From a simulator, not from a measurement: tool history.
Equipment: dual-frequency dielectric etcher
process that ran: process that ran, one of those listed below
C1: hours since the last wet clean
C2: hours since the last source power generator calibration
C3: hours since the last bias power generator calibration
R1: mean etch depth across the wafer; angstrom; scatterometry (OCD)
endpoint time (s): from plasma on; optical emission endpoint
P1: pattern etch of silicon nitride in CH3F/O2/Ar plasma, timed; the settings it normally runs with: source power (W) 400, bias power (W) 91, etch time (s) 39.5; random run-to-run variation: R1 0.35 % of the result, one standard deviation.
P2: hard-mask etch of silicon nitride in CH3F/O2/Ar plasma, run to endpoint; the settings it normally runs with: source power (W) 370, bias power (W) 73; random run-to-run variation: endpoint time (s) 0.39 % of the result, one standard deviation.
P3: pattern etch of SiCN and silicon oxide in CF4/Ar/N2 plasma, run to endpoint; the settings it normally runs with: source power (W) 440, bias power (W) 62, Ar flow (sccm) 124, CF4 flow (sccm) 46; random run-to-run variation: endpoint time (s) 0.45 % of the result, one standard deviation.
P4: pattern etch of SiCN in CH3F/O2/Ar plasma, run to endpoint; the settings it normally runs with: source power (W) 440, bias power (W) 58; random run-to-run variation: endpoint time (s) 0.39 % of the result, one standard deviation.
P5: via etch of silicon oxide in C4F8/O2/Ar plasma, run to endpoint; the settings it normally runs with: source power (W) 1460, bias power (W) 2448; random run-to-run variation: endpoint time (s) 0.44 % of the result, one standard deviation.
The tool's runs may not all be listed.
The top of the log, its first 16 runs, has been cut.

{"run": 17, "hour": 106.2, "process that ran": "P3", "source power (W)": 570, "bias power (W)": 62, "Ar flow (sccm)": 124, "CF4 flow (sccm)": 46, "C1": 349.7, "C2": 1288.6, "C3": 1002.7, "endpoint time (s)": 14.42}
{"run": 18, "hour": 115.2, "process that ran": "P1", "source power (W)": 540, "bias power (W)": 91, "etch time (s)": 39.5, "C1": 358.7, "C2": 1297.6, "C3": 1011.7, "R1": 351.08}
{"run": 19, "hour": 120.5, "process that ran": "P1", "source power (W)": 400, "bias power (W)": 112, "etch time (s)": 49.5, "C1": 364, "C2": 1302.9, "C3": 1017, "R1": 425.21}
{"run": 20, "hour": 128.0, "process that ran": "P1", "source power (W)": 400, "bias power (W)": 57, "etch time (s)": 39.5, "C1": 371.5, "C2": 1310.4, "C3": 1024.5, "R1": 266.42}
{"run": 21, "hour": 136.3, "process that ran": "P2", "source power (W)": 370, "bias power (W)": 73, "C1": 379.8, "C2": 1318.7, "C3": 1032.8, "endpoint time (s)": 70.477}
{"run": 22, "hour": 142.9, "process that ran": "P5", "source power (W)": 1460, "bias power (W)": 2448, "C1": 386.4, "C2": 1325.3, "C3": 1039.4, "endpoint time (s)": 166.23}
{"run": 23, "hour": 151.6, "process that ran": "P3", "source power (W)": 440, "bias power (W)": 83, "Ar flow (sccm)": 124, "CF4 flow (sccm)": 46, "C1": 395.1, "C2": 1334, "C3": 1048.1, "endpoint time (s)": 16.325}
{"run": 24, "hour": 156.5, "process that ran": "P5", "source power (W)": 2000, "bias power (W)": 2448, "C1": 400, "C2": 1338.9, "C3": 1053, "endpoint time (s)": 146.34}
{"run": 25, "hour": 164.9, "process that ran": "P1", "source power (W)": 400, "bias power (W)": 91, "etch time (s)": 39.5, "C1": 408.4, "C2": 1347.3, "C3": 1061.4, "R1": 314.85}
{"run": 26, "hour": 174.0, "process that ran": "P1", "source power (W)": 250, "bias power (W)": 91, "etch time (s)": 39.5, "C1": 417.5, "C2": 1356.4, "C3": 1070.5, "R1": 263.52}
{"run": 27, "hour": 180.9, "process that ran": "P1", "source power (W)": 400, "bias power (W)": 91, "etch time (s)": 50, "C1": 424.4, "C2": 1363.3, "C3": 1077.4, "R1": 397.13}
{"run": 28, "hour": 188.4, "process that ran": "P2", "source power (W)": 270, "bias power (W)": 73, "C1": 431.9, "C2": 1370.8, "C3": 1084.9, "endpoint time (s)": 78.81}
{"run": 29, "hour": 196.3, "process that ran": "P1", "source power (W)": 400, "bias power (W)": 91, "etch time (s)": 39.5, "C1": 439.8, "C2": 1378.7, "C3": 1092.8, "R1": 312.24}
{"run": 30, "hour": 204.2, "process that ran": "P1", "source power (W)": 400, "bias power (W)": 91, "etch time (s)": 39.5, "C1": 447.7, "C2": 1386.6, "C3": 1100.7, "R1": 313.23}
{"run": 31, "hour": 210.6, "process that ran": "P1", "source power (W)": 400, "bias power (W)": 91, "etch time (s)": 39.5, "C1": 454.1, "C2": 1393, "C3": 1107.1, "R1": 311.32}
{"run": 32, "hour": 217.8, "process that ran": "P1", "source power (W)": 400, "bias power (W)": 91, "etch time (s)": 39.5, "C1": 461.3, "C2": 1400.2, "C3": 1114.3, "R1": 309.29}
{"run": 33, "hour": 226.7, "process that ran": "P1", "source power (W)": 400, "bias power (W)": 91, "etch time (s)": 39.5, "C1": 470.2, "C2": 1409.1, "C3": 1123.2, "R1": 308.88}
{"run": 34, "hour": 234.5, "process that ran": "P1", "source power (W)": 400, "bias power (W)": 91, "etch time (s)": 39.5, "C1": 478, "C2": 1416.9, "C3": 1131, "R1": 308.26}

Forecast run 35:
{"run": 35, "hour": 239.4, "process that ran": "P1", "source power (W)": 400, "bias power (W)": 91, "etch time (s)": 39.5, "C1": 482.9, "C2": 1421.8, "C3": 1135.9, "R1": "?"}

{"run 35": {"R1": 306.12}}

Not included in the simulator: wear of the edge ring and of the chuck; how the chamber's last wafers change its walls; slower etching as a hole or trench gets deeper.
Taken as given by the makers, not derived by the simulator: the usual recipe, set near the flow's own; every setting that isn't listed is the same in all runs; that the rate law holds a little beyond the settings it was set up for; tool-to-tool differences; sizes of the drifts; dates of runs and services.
